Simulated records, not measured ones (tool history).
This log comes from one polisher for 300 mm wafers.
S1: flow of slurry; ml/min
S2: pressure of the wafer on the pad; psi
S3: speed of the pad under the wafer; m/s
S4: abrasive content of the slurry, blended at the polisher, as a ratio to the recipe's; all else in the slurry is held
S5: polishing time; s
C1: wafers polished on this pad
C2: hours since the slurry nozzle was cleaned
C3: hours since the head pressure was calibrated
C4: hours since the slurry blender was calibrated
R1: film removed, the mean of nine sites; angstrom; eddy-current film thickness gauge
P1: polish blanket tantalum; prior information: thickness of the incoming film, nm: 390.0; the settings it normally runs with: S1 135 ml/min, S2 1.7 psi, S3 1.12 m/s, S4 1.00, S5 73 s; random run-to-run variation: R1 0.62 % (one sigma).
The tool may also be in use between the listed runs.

| run | hour | S1 | S2 | S3 | S4 | S5 | C1 | C2 | C3 | C4 | R1 |
|---|---|---|---|---|---|---|---|---|---|---|---|
| 1 | 6.8 | 135 | 1.7 | 1.12 | 1.00 | 73 | 299 | 107.0 | 83.0 | 68.3 | 1280.40 |
| 2 | 11.4 | 135 | 2.3 | 1.12 | 1.00 | 73 | 356 | 111.6 | 87.6 | 72.9 | 1758.10 |
| 3 | 18.2 | 135 | 1.7 | 1.12 | 0.55 | 73 | 440 | 118.4 | 94.4 | 79.7 | 1043.70 |
| 4 | 28.3 | 135 | 1.7 | 1.12 | 1.00 | 50 | 566 | 128.5 | 104.5 | 89.8 | 884.81 |
| 5 | 35.6 | 135 | 1.7 | 1.12 | 1.00 | 110 | 657 | 135.8 | 111.8 | 97.1 | 1950.70 |
| 6 | 40.7 | 135 | 1.7 | 1.12 | 1.45 | 73 | 720 | 140.9 | 116.9 | 102.2 | 1405.60 |
| 7 | 46.8 | 135 | 1.7 | 1.12 | 1.00 | 73 | 796 | 147.0 | 123.0 | 108.3 | 1289.20 |
| 8 | 51.4 | 135 | 1.7 | 1.12 | 1.00 | 73 | 853 | 151.6 | 127.6 | 112.9 | 1287.70 |
| 9 | 57.1 | 135 | 1.7 | 0.50 | 1.00 | 73 | 924 | 157.3 | 133.3 | 118.6 | 582.45 |
| 10 | 64.2 | 190 | 1.7 | 1.12 | 1.00 | 102 | 1013 | 164.4 | 140.4 | 125.7 | 1910.30 |
| 11 | 70.4 | 135 | 1.7 | 1.12 | 1.00 | 73 | 1090 | 170.6 | 146.6 | 131.9 | 1287.90 |
| 12 | 76.6 | 80 | 1.7 | 1.12 | 1.00 | 73 | 1167 | 176.8 | 152.8 | 138.1 | 1139.30 |
| 13 | 84.6 | 135 | 1.7 | 1.12 | 1.35 | 92 | 1266 | 184.8 | 160.8 | 146.1 | 1733.20 |
| 14 | 93.5 | 185 | 1.7 | 1.12 | 1.00 | 73 | 1377 | 193.7 | 169.7 | 155.0 | 1361.40 |
| 15 | 98.2 | 135 | 1.7 | 1.12 | 1.00 | 73 | 1436 | 198.4 | 174.4 | 159.7 | 1293.60 |
| 16 | 108.1 | 135 | 1.7 | 1.76 | 1.00 | 73 | 1559 | 208.3 | 184.3 | 169.6 | 2019.70 |
| 17 | 116.6 | 100 | 1.7 | 1.12 | 1.00 | 40 | 1664 | 216.8 | 192.8 | 178.1 | 660.51 |
| 18 | 121.1 | 135 | 1.1 | 1.12 | 1.00 | 73 | 1720 | 221.3 | 197.3 | 182.6 | 825.03 |
| 19 | 127.5 | 135 | 1.7 | 1.12 | 1.00 | 73 | 1800 | 227.7 | 203.7 | 189.0 | 1278.30 |
| 20 | 132.8 | 135 | 1.7 | 1.12 | 1.00 | 73 | 1866 | 233.0 | 209.0 | 194.3 | 1263.00 |
| 21 | 139.9 | 135 | 1.7 | 1.12 | 1.00 | 73 | 1954 | 240.1 | 216.1 | 201.4 | 1218.10 |
| 22 | 148.0 | 135 | 1.7 | 1.12 | 1.00 | 73 | 2055 | 248.2 | 224.2 | 209.5 | 1199.50 |
| 23 | 155.7 | 135 | 1.7 | 1.12 | 1.00 | 73 | 2151 | 255.9 | 231.9 | 217.2 | 1198.50 |
| 24 | 162.8 | 135 | 1.7 | 1.12 | 1.00 | 73 | 2239 | 263.0 | 239.0 | 224.3 | 1164.10 |
| 25 | 170.8 | 135 | 1.7 | 1.12 | 1.00 | 73 | 2339 | 271.0 | 247.0 | 232.3 | 1164.10 |
|  | 171.7 | worn pad replaced by a new one |
|  | 178.8 | slurry nozzle cleaned |
| 26 | 179.1 | 135 | 1.7 | 1.12 | 1.00 | 73 | 92 | 0.4 | 255.3 | 240.6 | 1146.20 |
| 27 | 186.2 | 135 | 1.7 | 1.12 | 1.00 | 73 | 180 | 7.5 | 262.4 | 247.7 | 1152.30 |
| 28 | 196.0 | 135 | 1.7 | 1.12 | 1.00 | 73 | 302 | 17.3 | 272.2 | 257.5 | 1146.70 |
| 29 | 201.8 | 135 | 1.7 | 1.12 | 1.00 | 73 | 374 | 23.1 | 278.0 | 263.3 | 1140.30 |
| 30 | 211.2 | 135 | 1.7 | 1.12 | 1.00 | 73 | 491 | 32.5 | 287.4 | 272.7 | 1147.50 |

The output of P1 has drifted from where it used to be. Each of the 2 causes below, taken at the size shown beside it, accounts for the log equally well:
A: abrasive missing from the slurry, % = 31.3
B: head's pressure below its setpoint, % = 11.5
At approximately hour 127.5, the process output began to creep.
What rules out each remaining cause:
removal rate lost through wear of the pad, %: work on it at hour 171.7, done after the drift set in, did not restore what the process gave before
slurry flow missing at the pad, %: work on it at hour 178.8, done after the drift set in, did not restore what the process gave before

4 check runs are offered, each on 5 wafers whose results are averaged, their results left as question marks. Which one tells the causes apart?
| check 1 | 220.6 | 135 | 1.7 | 0.80 | 1.00 | 73 |  |  |  |  | ? |
| check 2 | 220.6 | 80 | 1.7 | 1.12 | 1.00 | 51 |  |  |  |  | ? |
| check 3 | 220.6 | 135 | 1.7 | 1.12 | 0.75 | 73 |  |  |  |  | ? |
| check 4 | 220.6 | 110 | 1.7 | 1.12 | 1.00 | 73 |  |  |  |  | ? |

How each check would come out, cause by cause:
| check | result | if A | if B |
|---|---|---|---|
| check 1 | R1 | 814.82 | 814.98 |
| check 2 | R1 | 702.32 | 702.46 |
| check 3 | R1 | 1016.10 | 1041.80 |
| check 4 | R1 | 1093.10 | 1093.40 |
Smallest distance between any two causes, each pair judged by its most separating result, in per cent: check 1 0.02 %; check 2 0.02 %; check 3 2.49 %; check 4 0.02 %
The causes can be told apart only by check 3. The other checks would give nearly the same results under each of them.

With check 3 done, the readings were: R1 1015.50 angstrom. Identify which of the listed causes applies.

It was cause A: abrasive missing from the slurry, %.

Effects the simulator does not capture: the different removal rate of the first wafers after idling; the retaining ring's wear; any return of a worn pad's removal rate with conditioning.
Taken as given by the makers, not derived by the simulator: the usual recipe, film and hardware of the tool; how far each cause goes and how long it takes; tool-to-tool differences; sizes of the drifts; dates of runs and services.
